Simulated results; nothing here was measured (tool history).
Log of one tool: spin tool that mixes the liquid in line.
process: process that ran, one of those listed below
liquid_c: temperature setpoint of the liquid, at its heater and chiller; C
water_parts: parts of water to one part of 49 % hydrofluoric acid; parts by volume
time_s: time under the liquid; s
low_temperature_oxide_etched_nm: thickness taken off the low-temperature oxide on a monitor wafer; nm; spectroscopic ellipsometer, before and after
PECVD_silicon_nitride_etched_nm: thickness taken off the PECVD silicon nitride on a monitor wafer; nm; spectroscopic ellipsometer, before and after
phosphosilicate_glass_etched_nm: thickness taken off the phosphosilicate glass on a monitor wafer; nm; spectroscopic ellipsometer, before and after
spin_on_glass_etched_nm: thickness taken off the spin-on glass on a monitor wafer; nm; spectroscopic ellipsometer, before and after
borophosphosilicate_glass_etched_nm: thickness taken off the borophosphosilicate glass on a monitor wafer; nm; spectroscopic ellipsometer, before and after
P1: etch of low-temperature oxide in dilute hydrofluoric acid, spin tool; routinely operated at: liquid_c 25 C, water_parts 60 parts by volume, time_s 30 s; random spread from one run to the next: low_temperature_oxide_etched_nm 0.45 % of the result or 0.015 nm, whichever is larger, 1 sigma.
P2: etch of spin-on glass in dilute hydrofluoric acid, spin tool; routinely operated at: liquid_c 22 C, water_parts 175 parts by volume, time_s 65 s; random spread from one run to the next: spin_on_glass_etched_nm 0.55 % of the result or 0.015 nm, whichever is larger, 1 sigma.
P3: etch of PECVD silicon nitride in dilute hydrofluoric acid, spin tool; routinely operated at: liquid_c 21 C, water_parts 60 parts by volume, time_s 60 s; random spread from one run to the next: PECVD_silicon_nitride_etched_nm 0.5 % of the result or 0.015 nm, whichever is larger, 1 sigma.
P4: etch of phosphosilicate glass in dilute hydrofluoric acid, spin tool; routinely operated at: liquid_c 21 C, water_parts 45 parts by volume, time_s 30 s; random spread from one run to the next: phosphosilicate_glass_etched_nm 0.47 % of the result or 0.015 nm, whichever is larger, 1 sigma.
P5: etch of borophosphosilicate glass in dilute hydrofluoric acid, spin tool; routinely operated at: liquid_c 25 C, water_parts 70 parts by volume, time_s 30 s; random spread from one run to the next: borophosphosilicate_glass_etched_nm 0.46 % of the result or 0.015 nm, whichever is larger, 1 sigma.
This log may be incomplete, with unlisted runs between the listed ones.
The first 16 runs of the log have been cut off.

| run | hour | process | liquid_c | water_parts | time_s | hours since the thermometer was replaced | hours since the hydrofluoric acid flow meter was replaced | low_temperature_oxide_etched_nm | PECVD_silicon_nitride_etched_nm | phosphosilicate_glass_etched_nm | spin_on_glass_etched_nm | borophosphosilicate_glass_etched_nm |
|---|---|---|---|---|---|---|---|---|---|---|---|---|
| 17 | 106.6 | P1 | 25 | 60 | 30 | 769.9 | 514.2 | 9.5124 |  |  |  |  |
| 18 | 114.8 | P1 | 25 | 60 | 30 | 778.1 | 522.4 | 9.5441 |  |  |  |  |
| 19 | 119.1 | P5 | 25 | 70 | 30 | 782.4 | 526.7 |  |  |  |  | 19.3650 |
| 20 | 123.9 | P1 | 25 | 60 | 15 | 787.2 | 531.5 | 4.7460 |  |  |  |  |
| 21 | 129.7 | P1 | 25 | 60 | 30 | 793.0 | 537.3 | 9.4490 |  |  |  |  |
| 22 | 134.4 | P1 | 25 | 30 | 30 | 797.7 | 542.0 | 19.7580 |  |  |  |  |
| 23 | 140.8 | P1 | 25 | 60 | 30 | 804.1 | 548.4 | 9.5211 |  |  |  |  |
| 24 | 146.7 | P3 | 21 | 60 | 60 | 810.0 | 554.3 |  | 4.1515 |  |  |  |
| 25 | 151.8 | P4 | 21 | 45 | 15 | 815.1 | 559.4 |  |  | 18.800 |  |  |
| 26 | 159.3 | P2 | 22 | 75 | 65 | 822.6 | 566.9 |  |  |  | 19.4060 |  |
| 27 | 165.1 | P2 | 22 | 175 | 65 | 828.4 | 572.7 |  |  |  | 7.4569 |  |
| 28 | 169.3 | P3 | 27 | 60 | 60 | 832.6 | 576.9 |  | 6.1793 |  |  |  |
| 29 | 177.0 | P4 | 17 | 45 | 30 | 840.3 | 584.6 |  |  | 31.843 |  |  |
| 30 | 183.7 | P5 | 17 | 70 | 30 | 847.0 | 591.3 |  |  |  |  | 13.7810 |
| 31 | 189.4 | P4 | 21 | 65 | 30 | 852.7 | 597.0 |  |  | 25.685 |  |  |
| 32 | 198.4 | P3 | 21 | 60 | 15 | 861.7 | 606.0 |  | 1.0236 |  |  |  |
| 33 | 207.5 | P1 | 25 | 60 | 30 | 870.8 | 615.1 | 9.4838 |  |  |  |  |
| 34 | 214.4 | P1 | 25 | 60 | 30 | 877.7 | 622.0 | 9.2166 |  |  |  |  |
| 35 | 222.4 | P1 | 25 | 60 | 30 | 885.7 | 630.0 | 9.0624 |  |  |  |  |
| 36 | 230.3 | P1 | 25 | 60 | 30 | 893.6 | 637.9 | 8.9215 |  |  |  |  |
| 37 | 238.7 | P1 | 25 | 60 | 30 | 902.0 | 646.3 | 8.8825 |  |  |  |  |
| 38 | 242.9 | P1 | 25 | 60 | 30 | 906.2 | 650.5 | 8.8592 |  |  |  |  |
| 39 | 249.9 | P1 | 25 | 60 | 30 | 913.2 | 657.5 | 8.8226 |  |  |  |  |

For run 40, what comes out?
| 40 | 258.9 | P1 | 25 | 60 | 30 | 922.2 | 666.5 | ? |  |  |  |  |

low_temperature_oxide_etched_nm: 8.8399 nm

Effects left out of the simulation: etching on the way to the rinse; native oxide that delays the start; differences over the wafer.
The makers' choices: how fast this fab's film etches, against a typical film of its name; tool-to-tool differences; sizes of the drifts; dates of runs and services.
